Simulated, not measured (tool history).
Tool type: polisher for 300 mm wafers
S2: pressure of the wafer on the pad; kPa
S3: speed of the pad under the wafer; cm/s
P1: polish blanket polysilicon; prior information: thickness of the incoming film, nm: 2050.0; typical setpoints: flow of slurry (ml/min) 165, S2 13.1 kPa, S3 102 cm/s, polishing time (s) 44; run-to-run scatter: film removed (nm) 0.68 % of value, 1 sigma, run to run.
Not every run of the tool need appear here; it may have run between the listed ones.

Run 1, hour 5.2: flow of slurry (ml/min) 165, S2 13.1 kPa, S3 102 cm/s, polishing time (s) 44. Result: film removed (nm) 208.41.
Run 2, hour 11.2: flow of slurry (ml/min) 205, S2 6.2 kPa, S3 102 cm/s, polishing time (s) 44. Result: film removed (nm) 102.96.
Run 3, hour 19.4: flow of slurry (ml/min) 165, S2 13.1 kPa, S3 102 cm/s, polishing time (s) 44. Result: film removed (nm) 210.74.
Run 4, hour 26.3: flow of slurry (ml/min) 165, S2 20.7 kPa, S3 102 cm/s, polishing time (s) 44. Result: film removed (nm) 334.01.
Run 5, hour 33.7: flow of slurry (ml/min) 165, S2 13.1 kPa, S3 102 cm/s, polishing time (s) 44. Result: film removed (nm) 210.68.
Run 6, hour 42.7: flow of slurry (ml/min) 165, S2 13.1 kPa, S3 48 cm/s, polishing time (s) 44. Result: film removed (nm) 98.159.
Run 7, hour 51.2: flow of slurry (ml/min) 235, S2 13.1 kPa, S3 102 cm/s, polishing time (s) 44. Result: film removed (nm) 219.32.
Run 8, hour 58.8: flow of slurry (ml/min) 165, S2 13.1 kPa, S3 102 cm/s, polishing time (s) 24. Result: film removed (nm) 113.72.
Run 9, hour 65: flow of slurry (ml/min) 165, S2 13.1 kPa, S3 102 cm/s, polishing time (s) 44. Result: film removed (nm) 210.13.
Run 10, hour 74: flow of slurry (ml/min) 165, S2 13.1 kPa, S3 50 cm/s, polishing time (s) 23. Result: film removed (nm) 54.372.
Run 11, hour 80.8: flow of slurry (ml/min) 100, S2 13.1 kPa, S3 102 cm/s, polishing time (s) 44. Result: film removed (nm) 190.36.
Run 12, hour 85.4: flow of slurry (ml/min) 215, S2 13.1 kPa, S3 144 cm/s, polishing time (s) 44. Result: film removed (nm) 306.58.
Run 13, hour 90.1: flow of slurry (ml/min) 165, S2 13.1 kPa, S3 102 cm/s, polishing time (s) 44. Result: film removed (nm) 212.01.
Run 14, hour 99.3: flow of slurry (ml/min) 165, S2 13.1 kPa, S3 156 cm/s, polishing time (s) 44. Result: film removed (nm) 321.5.
Run 15, hour 107.4: flow of slurry (ml/min) 165, S2 13.1 kPa, S3 102 cm/s, polishing time (s) 68. Result: film removed (nm) 328.09.
Run 16, hour 112.8: flow of slurry (ml/min) 165, S2 13.1 kPa, S3 102 cm/s, polishing time (s) 44. Result: film removed (nm) 211.72.
Run 17, hour 122.1: flow of slurry (ml/min) 165, S2 6.2 kPa, S3 102 cm/s, polishing time (s) 44. Result: film removed (nm) 99.509.
Run 18, hour 128.6: flow of slurry (ml/min) 165, S2 13.1 kPa, S3 102 cm/s, polishing time (s) 44. Result: film removed (nm) 208.38.
Run 19, hour 137.2: flow of slurry (ml/min) 165, S2 13.1 kPa, S3 102 cm/s, polishing time (s) 44. Result: film removed (nm) 203.22.
Run 20, hour 143.1: flow of slurry (ml/min) 165, S2 13.1 kPa, S3 102 cm/s, polishing time (s) 44. Result: film removed (nm) 198.23.
Run 21, hour 152.9: flow of slurry (ml/min) 165, S2 13.1 kPa, S3 102 cm/s, polishing time (s) 44. Result: film removed (nm) 196.1.
Run 22, hour 160.6: flow of slurry (ml/min) 165, S2 13.1 kPa, S3 102 cm/s, polishing time (s) 44. Result: film removed (nm) 195.8.
At hour 161: head pressure recalibrated.
Run 23, hour 166.1: flow of slurry (ml/min) 165, S2 13.1 kPa, S3 102 cm/s, polishing time (s) 44. Result: film removed (nm) 195.89.
Run 24, hour 173.2: flow of slurry (ml/min) 165, S2 13.1 kPa, S3 102 cm/s, polishing time (s) 44. Result: film removed (nm) 197.99.

The log shows P1 creeping away from where it was. Any of the 2 causes listed here, at the size stated for it, fits the log just as well as the others:
A: removal rate lost through wear of the pad, % = 6.73
B: slurry flow missing at the pad, % = 31
Creep in the process output first set in at about hour 128.6.
All other causes, with the reason each is excluded:
head's pressure below its setpoint, %: serviced at hour 161, after the change had begun; the process did not return to its earlier output

Below are 4 check runs, each averaged over 2 wafers, with their results shown as question marks. Which of them would give clearly different results depending on which cause is behind the drift?
Run check 1, hour 180.3: flow of slurry (ml/min) 200, S2 13.1 kPa, S3 102 cm/s, polishing time (s) 44. Result: film removed (nm) ?.
Run check 2, hour 180.3: flow of slurry (ml/min) 165, S2 13.1 kPa, S3 66 cm/s, polishing time (s) 44. Result: film removed (nm) ?.
Run check 3, hour 180.3: flow of slurry (ml/min) 100, S2 18.6 kPa, S3 102 cm/s, polishing time (s) 44. Result: film removed (nm) ?.
Run check 4, hour 180.3: flow of slurry (ml/min) 165, S2 20.7 kPa, S3 102 cm/s, polishing time (s) 44. Result: film removed (nm) ?.

Expected result of each check under each candidate cause:
  check             result    if A    if B
check 1  film removed (nm)   201.5  203.79
check 2  film removed (nm)  126.81  126.81
check 3  film removed (nm)  251.96  242.33
check 4  film removed (nm)  309.45  309.43
Per check, the gap between the least separated pair of causes, taken in the result that splits them most: check 1 1.13 %; check 2 0.01 %; check 3 3.9 %; check 4 0.01 %
The other checks would show nearly matching results whichever cause is true, so check 3 is the only one that separates the causes.

Check 3 has now been run. It gave: film removed (nm) 240.83. Which of the candidate causes is it?

The cause is B: slurry flow missing at the pad, %.

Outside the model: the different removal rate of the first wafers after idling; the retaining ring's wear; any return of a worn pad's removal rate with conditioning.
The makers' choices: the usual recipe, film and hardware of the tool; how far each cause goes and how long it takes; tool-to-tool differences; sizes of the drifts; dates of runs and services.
